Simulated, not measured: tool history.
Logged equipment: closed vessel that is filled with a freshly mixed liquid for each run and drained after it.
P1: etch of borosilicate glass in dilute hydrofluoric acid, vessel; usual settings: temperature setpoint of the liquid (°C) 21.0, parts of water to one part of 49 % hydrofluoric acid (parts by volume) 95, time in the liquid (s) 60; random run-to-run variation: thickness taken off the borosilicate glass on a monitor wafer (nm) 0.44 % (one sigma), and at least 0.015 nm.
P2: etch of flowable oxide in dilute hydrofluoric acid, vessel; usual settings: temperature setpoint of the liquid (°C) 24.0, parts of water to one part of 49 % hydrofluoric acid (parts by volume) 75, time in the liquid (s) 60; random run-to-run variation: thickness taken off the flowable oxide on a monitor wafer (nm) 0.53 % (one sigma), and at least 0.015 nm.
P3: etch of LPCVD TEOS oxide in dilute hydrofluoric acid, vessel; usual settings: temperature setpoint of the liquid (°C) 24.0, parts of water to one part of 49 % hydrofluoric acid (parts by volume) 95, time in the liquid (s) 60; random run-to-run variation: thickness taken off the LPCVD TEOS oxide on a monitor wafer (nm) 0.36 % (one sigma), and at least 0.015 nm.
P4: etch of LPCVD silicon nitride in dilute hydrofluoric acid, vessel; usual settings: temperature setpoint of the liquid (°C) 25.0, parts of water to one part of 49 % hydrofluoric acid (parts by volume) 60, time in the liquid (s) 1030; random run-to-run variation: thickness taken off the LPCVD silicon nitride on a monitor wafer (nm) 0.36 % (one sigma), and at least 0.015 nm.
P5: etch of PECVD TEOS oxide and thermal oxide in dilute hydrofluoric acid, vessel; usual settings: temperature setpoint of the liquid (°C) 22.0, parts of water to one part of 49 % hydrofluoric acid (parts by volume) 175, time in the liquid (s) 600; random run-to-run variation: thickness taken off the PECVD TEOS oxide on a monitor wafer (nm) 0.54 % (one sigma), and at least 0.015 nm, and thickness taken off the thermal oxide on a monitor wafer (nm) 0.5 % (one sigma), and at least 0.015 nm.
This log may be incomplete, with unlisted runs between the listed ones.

run   hour  process that ran  temperature setpoint of the liquid (°C)  parts of water to one part of 49 % hydrofluoric acid (parts by volume)  time in the liquid (s)  thickness taken off the borosilicate glass on a monitor wafer (nm)  thickness taken off the LPCVD TEOS oxide on a monitor wafer (nm)  thickness taken off the PECVD TEOS oxide on a monitor wafer (nm)  thickness taken off the thermal oxide on a monitor wafer (nm)  thickness taken off the flowable oxide on a monitor wafer (nm)  thickness taken off the LPCVD silicon nitride on a monitor wafer (nm)
  1    6.7                P1                                     21.0                                                                      95                      60                                                             16.1590
  2   20.5                P3                                     24.0                                                                     145                      60                                                                                                                                11.076
  3   34.2                P5                                     22.0                                                                     295                     600                                                                                                                                                                                                 17.9860                                                        7.26540
  4   43.5                P3                                     30.5                                                                      95                      60                                                                                                                                23.305
  5   53.8                P1                                     21.0                                                                     170                      60                                                              8.2948
  6   63.9                P1                                     21.0                                                                      95                      60                                                             16.1020
  7   70.8                P5                                     22.0                                                                     175                     600                                                                                                                                                                                                 33.9950                                                       13.88600
  8   81.2                P1                                     17.0                                                                      95                      60                                                             13.7290
  9   95.5                P5                                     27.0                                                                     175                     600                                                                                                                                                                                                 41.8680                                                       16.59000
      99.1  -- thermometer replaced
 10  104.9                P3                                     24.0                                                                      95                      60                                                                                                                                18.140
 11  112.6                P2                                     24.0                                                                      75                      60                                                                                                                                                                                                                                                                                                                                 38.952
 12  124.2                P1                                     21.0                                                                      95                      60                                                             16.0900
 13  133.0                P1                                     21.0                                                                     135                      95                                                             17.2570
 14  143.9                P1                                     21.0                                                                      95                     120                                                             32.1470
 15  152.1                P5                                     22.0                                                                     175                      30                                                                                                                                                                                                  1.7152                                                        0.71908
 16  164.8                P1                                     21.0                                                                      95                      60                                                             16.1500
 17  173.0                P1                                     21.0                                                                      95                      60                                                             16.2410
 18  183.5                P1                                     28.5                                                                      95                      60                                                             21.6820
 19  194.0                P4                                     25.0                                                                      60                    1030                                                                                                                                                                                                                                                                                                                                                                                                        8.6285
 20  206.4                P4                                     25.0                                                                      60                    1030                                                                                                                                                                                                                                                                                                                                                                                                        8.6412
 21  215.6                P4                                     25.0                                                                      25                    1030                                                                                                                                                                                                                                                                                                                                                                                                       20.2010
 22  226.8                P3                                     24.0                                                                      95                     105                                                                                                                                31.703
 23  237.5                P2                                     24.0                                                                      75                      60                                                                                                                                                                                                                                                                                                                                 38.441
 24  248.7                P4                                     19.5                                                                      60                    1030                                                                                                                                                                                                                                                                                                                                                                                                        5.8810

Forecast run 25:
 25  258.5                P1                                     21.0                                                                      20                      60                                                                   ?

thickness taken off the borosilicate glass on a monitor wafer (nm): 84.2400
